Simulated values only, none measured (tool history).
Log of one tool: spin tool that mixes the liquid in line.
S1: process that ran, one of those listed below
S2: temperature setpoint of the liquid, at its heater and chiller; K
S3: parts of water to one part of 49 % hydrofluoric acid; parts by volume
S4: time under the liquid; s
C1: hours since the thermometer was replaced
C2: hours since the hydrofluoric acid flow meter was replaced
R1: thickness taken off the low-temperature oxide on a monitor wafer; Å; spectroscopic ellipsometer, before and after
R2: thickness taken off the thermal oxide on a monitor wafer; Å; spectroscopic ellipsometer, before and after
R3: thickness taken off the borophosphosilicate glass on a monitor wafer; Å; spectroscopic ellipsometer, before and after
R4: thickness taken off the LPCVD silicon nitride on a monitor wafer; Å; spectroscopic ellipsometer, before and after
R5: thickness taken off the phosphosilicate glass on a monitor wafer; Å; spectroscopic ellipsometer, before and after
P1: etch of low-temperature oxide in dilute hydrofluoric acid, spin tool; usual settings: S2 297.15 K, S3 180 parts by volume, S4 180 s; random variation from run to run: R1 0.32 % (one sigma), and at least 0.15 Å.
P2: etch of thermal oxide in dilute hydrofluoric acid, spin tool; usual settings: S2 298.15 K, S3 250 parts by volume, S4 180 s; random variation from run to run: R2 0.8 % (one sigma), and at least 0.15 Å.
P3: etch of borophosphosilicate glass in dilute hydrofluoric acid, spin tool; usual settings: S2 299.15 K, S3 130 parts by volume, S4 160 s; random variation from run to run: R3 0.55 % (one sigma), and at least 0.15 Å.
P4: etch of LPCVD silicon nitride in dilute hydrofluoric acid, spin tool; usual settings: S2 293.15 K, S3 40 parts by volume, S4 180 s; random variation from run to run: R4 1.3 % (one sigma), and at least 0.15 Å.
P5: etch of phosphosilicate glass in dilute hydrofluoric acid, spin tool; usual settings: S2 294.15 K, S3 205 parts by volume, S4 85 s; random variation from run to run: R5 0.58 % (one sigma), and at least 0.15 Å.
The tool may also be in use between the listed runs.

run   hour  S1      S2   S3   S4      C1      C2       R1      R2      R3       R4      R5
  1    7.5  P1  297.15  180  180  1502.8   731.9  164.670
  2   17.3  P1  297.15  180  180  1512.6   741.7  163.070
  3   25.5  P1  290.15  180  180  1520.8   749.9  125.150
  4   35.8  P2  298.15  115  180  1531.1   760.2           71.738
  5   48.6  P3  299.15  130  160  1543.9   773.0                   580.73
  6   57.7  P1  297.15   55  180  1553.0   782.1  624.580
  7   69.9  P1  302.65   60  180  1565.2   794.3  708.280
  8   82.0  P4  293.15   40   20  1577.3   806.4                            2.3429
  9   96.4  P4  290.15   40  180  1591.7   820.8                           15.0970
 10  107.3  P1  297.15  330  180  1602.6   831.7   76.791
 11  114.3  P3  295.15  130  160  1609.6   838.7                   490.75
 12  129.1  P1  297.15  180  180  1624.4   853.5  163.990
 13  142.6  P5  299.65  205   85  1637.9   867.0                                    319.38
 14  154.7  P1  297.15  180  180  1650.0   879.1  163.690
 15  167.0  P1  297.15  180  180  1662.3   891.4  163.430
 16  178.8  P2  298.15  250  270  1674.1   903.2           42.187
 17  190.5  P1  291.65  270  180  1685.8   914.9   81.305
 18  200.8  P1  297.15  180  180  1696.1   925.2  164.410
 19  214.8  P3  299.15  130  255  1710.1   939.2                   922.50
 20  228.7  P1  304.65  180  180  1724.0   953.1  213.580
 21  235.9  P5  294.15  205   85  1731.2   960.3                                    259.09
 22  246.6  P4  293.15   40  180  1741.9   971.0                           18.2340
 23  261.3  P1  297.15  180  275  1756.6   985.7  250.060
 24  275.3  P2  292.15  250  180  1770.6   999.7           22.427
 25  283.9  P1  297.15  180   45  1779.2  1008.3   40.963
 26  291.1  P5  294.15  325   85  1786.4  1015.5                                    145.70
 27  306.1  P2  298.15  250  180  1801.4  1030.5           28.163

Forecast run 28:
 28  313.2  P3  299.15  240  160  1808.5  1037.6           ?

Run 28 gave R3 274.57 Å.

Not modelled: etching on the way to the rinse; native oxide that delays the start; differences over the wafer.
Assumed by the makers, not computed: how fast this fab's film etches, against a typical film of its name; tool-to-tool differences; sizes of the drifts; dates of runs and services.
